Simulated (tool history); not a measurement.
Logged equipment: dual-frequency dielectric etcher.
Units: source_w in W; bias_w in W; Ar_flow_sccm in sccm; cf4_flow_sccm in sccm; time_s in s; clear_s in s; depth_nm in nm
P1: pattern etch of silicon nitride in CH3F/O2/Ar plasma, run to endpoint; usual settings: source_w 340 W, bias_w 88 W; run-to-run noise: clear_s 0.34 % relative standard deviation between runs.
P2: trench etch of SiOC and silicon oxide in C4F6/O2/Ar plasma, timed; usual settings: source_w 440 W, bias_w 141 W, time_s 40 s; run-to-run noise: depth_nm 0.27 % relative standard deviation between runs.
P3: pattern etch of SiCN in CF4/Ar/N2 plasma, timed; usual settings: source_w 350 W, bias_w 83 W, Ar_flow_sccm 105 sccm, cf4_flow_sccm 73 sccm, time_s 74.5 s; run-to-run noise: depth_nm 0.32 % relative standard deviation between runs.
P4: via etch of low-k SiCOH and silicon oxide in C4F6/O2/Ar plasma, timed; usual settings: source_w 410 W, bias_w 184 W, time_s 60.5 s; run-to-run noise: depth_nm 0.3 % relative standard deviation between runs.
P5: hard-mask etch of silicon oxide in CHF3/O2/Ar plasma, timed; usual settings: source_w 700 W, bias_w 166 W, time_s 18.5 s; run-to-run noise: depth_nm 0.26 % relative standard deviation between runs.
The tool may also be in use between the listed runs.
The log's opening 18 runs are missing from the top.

| run | hour | process | source_w | bias_w | Ar_flow_sccm | cf4_flow_sccm | time_s | hours since the last wet clean | hours since the last source power generator calibration | hours since the last bias power generator calibration | clear_s | depth_nm |
|---|---|---|---|---|---|---|---|---|---|---|---|---|
| 19 | 139.4 | P4 | 410 | 184 |  |  | 33.5 | 355.7 | 1464.3 | 1641 |  | 91.169 |
| 20 | 150.1 | P3 | 350 | 83 | 105 | 73 | 74.5 | 366.4 | 1475 | 1651.7 |  | 54.067 |
| 21 | 160.2 | P4 | 410 | 184 |  |  | 60.5 | 376.5 | 1485.1 | 1661.8 |  | 165.85 |
| 22 | 168.8 | P3 | 350 | 117 | 105 | 73 | 74.5 | 385.1 | 1493.7 | 1670.4 |  | 61.208 |
| 23 | 179.1 | P5 | 490 | 166 |  |  | 18.5 | 395.4 | 1504 | 1680.7 |  | 32.674 |
| 24 | 185.8 | P2 | 440 | 141 |  |  | 50 | 402.1 | 1510.7 | 1687.4 |  | 93.584 |
| 25 | 192.9 | P3 | 350 | 83 | 105 | 73 | 56 | 409.2 | 1517.8 | 1694.5 |  | 40.776 |
| 26 | 200.7 | P1 | 340 | 88 |  |  |  | 417 | 1525.6 | 1702.3 | 51.938 |  |
| 27 | 205.6 | P3 | 480 | 83 | 105 | 73 | 74.5 | 421.9 | 1530.5 | 1707.2 |  | 70.837 |
| 28 | 212.4 | P5 | 700 | 166 |  |  | 18.5 | 428.7 | 1537.3 | 1714 |  | 37.495 |
| 29 | 218.7 | P5 | 700 | 166 |  |  | 23 | 435 | 1543.6 | 1720.3 |  | 46.54 |

Run 30 has not been measured yet. What should we expect?
| 30 | 229.8 | P2 | 440 | 141 |  |  | 40 | 446.1 | 1554.7 | 1731.4 |  | ? |

Run 30 measured depth_nm 75.103 nm.

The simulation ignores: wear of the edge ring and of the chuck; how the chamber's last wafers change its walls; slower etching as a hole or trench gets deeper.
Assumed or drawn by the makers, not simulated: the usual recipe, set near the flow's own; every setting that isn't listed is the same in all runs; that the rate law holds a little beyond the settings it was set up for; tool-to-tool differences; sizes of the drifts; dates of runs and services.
